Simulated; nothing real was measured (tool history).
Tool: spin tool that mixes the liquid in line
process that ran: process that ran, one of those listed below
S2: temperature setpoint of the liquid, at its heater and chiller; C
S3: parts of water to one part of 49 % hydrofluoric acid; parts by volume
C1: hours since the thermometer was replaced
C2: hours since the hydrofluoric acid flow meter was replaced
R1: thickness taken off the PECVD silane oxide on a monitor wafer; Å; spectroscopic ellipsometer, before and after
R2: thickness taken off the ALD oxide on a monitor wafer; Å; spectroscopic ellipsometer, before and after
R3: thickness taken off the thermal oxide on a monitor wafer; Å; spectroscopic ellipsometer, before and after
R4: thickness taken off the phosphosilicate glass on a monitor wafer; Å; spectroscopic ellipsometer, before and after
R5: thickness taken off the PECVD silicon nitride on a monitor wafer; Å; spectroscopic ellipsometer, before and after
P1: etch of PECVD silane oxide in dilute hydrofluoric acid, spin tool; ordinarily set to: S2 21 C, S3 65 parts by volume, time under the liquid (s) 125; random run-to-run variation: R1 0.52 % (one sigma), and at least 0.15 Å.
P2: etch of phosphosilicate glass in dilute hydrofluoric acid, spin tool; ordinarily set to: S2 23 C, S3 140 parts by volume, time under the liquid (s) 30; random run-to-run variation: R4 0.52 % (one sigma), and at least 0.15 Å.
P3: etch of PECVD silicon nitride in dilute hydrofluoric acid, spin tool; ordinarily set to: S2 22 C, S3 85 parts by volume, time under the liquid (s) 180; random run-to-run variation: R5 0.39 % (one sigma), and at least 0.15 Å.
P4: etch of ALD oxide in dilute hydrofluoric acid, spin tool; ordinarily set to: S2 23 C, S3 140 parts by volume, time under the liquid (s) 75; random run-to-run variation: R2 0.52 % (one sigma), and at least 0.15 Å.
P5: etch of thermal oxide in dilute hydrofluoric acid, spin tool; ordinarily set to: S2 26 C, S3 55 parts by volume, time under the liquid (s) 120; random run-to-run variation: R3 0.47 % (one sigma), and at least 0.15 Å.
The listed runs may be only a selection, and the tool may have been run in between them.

Run 1, hour 8.1: process that ran P1, S2 21 C, S3 65 parts by volume, time under the liquid (s) 125; C1 2001.4; C2 532.6. Result: R1 523.09 Å.
Run 2, hour 20.9: process that ran P1, S2 21 C, S3 35 parts by volume, time under the liquid (s) 20; C1 2014.2; C2 545.4. Result: R1 161.69 Å.
Run 3, hour 28.8: process that ran P4, S2 23 C, S3 140 parts by volume, time under the liquid (s) 40; C1 2022.1; C2 553.3. Result: R2 34.031 Å.
Run 4, hour 38.6: process that ran P5, S2 17.5 C, S3 55 parts by volume, time under the liquid (s) 120; C1 2031.9; C2 563.1. Result: R3 84.76 Å.
Run 5, hour 50.5: process that ran P5, S2 26 C, S3 55 parts by volume, time under the liquid (s) 215; C1 2043.8; C2 575. Result: R3 218.49 Å.
Run 6, hour 57.9: process that ran P5, S2 26 C, S3 55 parts by volume, time under the liquid (s) 120; C1 2051.2; C2 582.4. Result: R3 121.23 Å.
Run 7, hour 64: process that ran P2, S2 17 C, S3 140 parts by volume, time under the liquid (s) 30; C1 2057.3; C2 588.5. Result: R4 127.27 Å.
Run 8, hour 71.9: process that ran P1, S2 21 C, S3 65 parts by volume, time under the liquid (s) 125; C1 2065.2; C2 596.4. Result: R1 523.69 Å.
Run 9, hour 80.3: process that ran P1, S2 25.5 C, S3 65 parts by volume, time under the liquid (s) 125; C1 2073.6; C2 604.8. Result: R1 630.88 Å.
Run 10, hour 88.1: process that ran P3, S2 22 C, S3 85 parts by volume, time under the liquid (s) 180; C1 2081.4; C2 612.6. Result: R5 98.357 Å.
Run 11, hour 98.7: process that ran P3, S2 17.5 C, S3 85 parts by volume, time under the liquid (s) 180; C1 2092; C2 623.2. Result: R5 72.76 Å.
Run 12, hour 111.1: process that ran P4, S2 23 C, S3 140 parts by volume, time under the liquid (s) 75; C1 2104.4; C2 635.6. Result: R2 62.952 Å.
Run 13, hour 121.4: process that ran P2, S2 23 C, S3 140 parts by volume, time under the liquid (s) 45; C1 2114.7; C2 645.9. Result: R4 242.8 Å.
Run 14, hour 132.8: process that ran P2, S2 23 C, S3 140 parts by volume, time under the liquid (s) 30; C1 2126.1; C2 657.3. Result: R4 162.72 Å.
Run 15, hour 142.5: process that ran P1, S2 21 C, S3 65 parts by volume, time under the liquid (s) 125; C1 2135.8; C2 667. Result: R1 525.07 Å.
Run 16, hour 148.7: process that ran P1, S2 21 C, S3 65 parts by volume, time under the liquid (s) 15; C1 2142; C2 673.2. Result: R1 63.151 Å.
Run 17, hour 157.6: process that ran P1, S2 24.5 C, S3 65 parts by volume, time under the liquid (s) 220; C1 2150.9; C2 682.1. Result: R1 1068.8 Å.
Run 18, hour 166.5: process that ran P1, S2 17 C, S3 65 parts by volume, time under the liquid (s) 125; C1 2159.8; C2 691. Result: R1 449.28 Å.
Run 19, hour 173.8: process that ran P1, S2 21 C, S3 100 parts by volume, time under the liquid (s) 70; C1 2167.1; C2 698.3. Result: R1 185.74 Å.
Run 20, hour 182.6: process that ran P1, S2 21 C, S3 65 parts by volume, time under the liquid (s) 205; C1 2175.9; C2 707.1. Result: R1 863.73 Å.
Run 21, hour 193.2: process that ran P4, S2 30.5 C, S3 140 parts by volume, time under the liquid (s) 75; C1 2186.5; C2 717.7. Result: R2 82.978 Å.
Run 22, hour 199.4: process that ran P4, S2 23 C, S3 140 parts by volume, time under the liquid (s) 75; C1 2192.7; C2 723.9. Result: R2 62.967 Å.
Run 23, hour 211.4: process that ran P5, S2 26 C, S3 100 parts by volume, time under the liquid (s) 120; C1 2204.7; C2 735.9. Result: R3 63.189 Å.
Run 24, hour 219.8: process that ran P1, S2 21 C, S3 65 parts by volume, time under the liquid (s) 125; C1 2213.1; C2 744.3. Result: R1 522.95 Å.
Run 25, hour 226.6: process that ran P1, S2 21 C, S3 65 parts by volume, time under the liquid (s) 125; C1 2219.9; C2 751.1. Result: R1 529.78 Å.
Run 26, hour 237.1: process that ran P2, S2 23 C, S3 75 parts by volume, time under the liquid (s) 30; C1 2230.4; C2 761.6. Result: R4 323.83 Å.
Run 27, hour 243.1: process that ran P1, S2 21 C, S3 65 parts by volume, time under the liquid (s) 125; C1 2236.4; C2 767.6. Result: R1 528.33 Å.
Run 28, hour 251.7: process that ran P4, S2 23 C, S3 35 parts by volume, time under the liquid (s) 75; C1 2245; C2 776.2. Result: R2 285.31 Å.
Run 29, hour 261.2: process that ran P2, S2 23 C, S3 140 parts by volume, time under the liquid (s) 30; C1 2254.5; C2 785.7. Result: R4 163.58 Å.
Run 30, hour 274.6: process that ran P1, S2 21 C, S3 45 parts by volume, time under the liquid (s) 125; C1 2267.9; C2 799.1. Result: R1 777.69 Å.
Run 31, hour 284.4: process that ran P1, S2 21 C, S3 65 parts by volume, time under the liquid (s) 125; C1 2277.7; C2 808.9. Result: R1 527.65 Å.
Run 32, hour 293.2: process that ran P3, S2 22 C, S3 85 parts by volume, time under the liquid (s) 340; C1 2286.5; C2 817.7. Result: R5 184.86 Å.
Run 33, hour 304.1: process that ran P1, S2 21 C, S3 100 parts by volume, time under the liquid (s) 125; C1 2297.4; C2 828.6. Result: R1 331.7 Å.
Run 34, hour 315.8: process that ran P3, S2 22 C, S3 145 parts by volume, time under the liquid (s) 180; C1 2309.1; C2 840.3. Result: R5 58.392 Å.
Run 35, hour 324: process that ran P1, S2 21 C, S3 65 parts by volume, time under the liquid (s) 125; C1 2317.3; C2 848.5. Result: R1 525.08 Å.
Run 36, hour 337.3: process that ran P1, S2 21 C, S3 65 parts by volume, time under the liquid (s) 125; C1 2330.6; C2 861.8. Result: R1 513.17 Å.
Run 37, hour 347.1: process that ran P1, S2 21 C, S3 65 parts by volume, time under the liquid (s) 125; C1 2340.4; C2 871.6. Result: R1 504.8 Å.
Run 38, hour 360.2: process that ran P1, S2 21 C, S3 65 parts by volume, time under the liquid (s) 125; C1 2353.5; C2 884.7. Result: R1 500.35 Å.
Run 39, hour 371.1: process that ran P1, S2 21 C, S3 65 parts by volume, time under the liquid (s) 125; C1 2364.4; C2 895.6. Result: R1 495.87 Å.
Run 40, hour 384.1: process that ran P1, S2 21 C, S3 65 parts by volume, time under the liquid (s) 125; C1 2377.4; C2 908.6. Result: R1 498.66 Å.
Run 41, hour 396: process that ran P1, S2 21 C, S3 65 parts by volume, time under the liquid (s) 125; C1 2389.3; C2 920.5. Result: R1 497.22 Å.
Run 42, hour 408.9: process that ran P1, S2 21 C, S3 65 parts by volume, time under the liquid (s) 125; C1 2402.2; C2 933.4. Result: R1 494.85 Å.
Run 43, hour 420.8: process that ran P1, S2 21 C, S3 65 parts by volume, time under the liquid (s) 125; C1 2414.1; C2 945.3. Result: R1 499.85 Å.
Run 44, hour 426.9: process that ran P1, S2 21 C, S3 65 parts by volume, time under the liquid (s) 125; C1 2420.2; C2 951.4. Result: R1 490.37 Å.

What P1 gives has crept away from where it was. These 2 causes fit the log equally well, each at the size given:
A: liquid colder than its thermometer reads (K) = 1.49
B: hydrofluoric acid flow below the setpoint (%) = 5.61
At approximately hour 324, the process output began to creep.

Question marks stand in for the results of the 4 check runs listed below, each run on one wafer. Under which run would the listed causes show clearly different results?
Run check 1, hour 433: process that ran P4, S2 23 C, S3 70 parts by volume, time under the liquid (s) 45. Result: R2 ?.
Run check 2, hour 433: process that ran P2, S2 17.5 C, S3 140 parts by volume, time under the liquid (s) 30. Result: R4 ?.
Run check 3, hour 433: process that ran P3, S2 22 C, S3 140 parts by volume, time under the liquid (s) 340. Result: R5 ?.
Run check 4, hour 433: process that ran P5, S2 26 C, S3 95 parts by volume, time under the liquid (s) 120. Result: R3 ?.

How each check would come out, cause by cause:
  check  result    if A    if B
check 1      R2  77.026  76.896
check 2      R4  122.33  121.79
check 3      R5  103.46  107.92
check 4      R3  62.953  62.546
Distance between the nearest two causes, measured in the result of the check that separates them most: check 1 0.17 %; check 2 0.44 %; check 3 4.22 %; check 4 0.65 %
The other checks would show nearly matching results whichever cause is true, so check 3 is the only one that separates the causes.

With check 3 done, the readings were: R5 103.51 Å. Identify which of the listed causes applies.

It was cause A: liquid colder than its thermometer reads (K).

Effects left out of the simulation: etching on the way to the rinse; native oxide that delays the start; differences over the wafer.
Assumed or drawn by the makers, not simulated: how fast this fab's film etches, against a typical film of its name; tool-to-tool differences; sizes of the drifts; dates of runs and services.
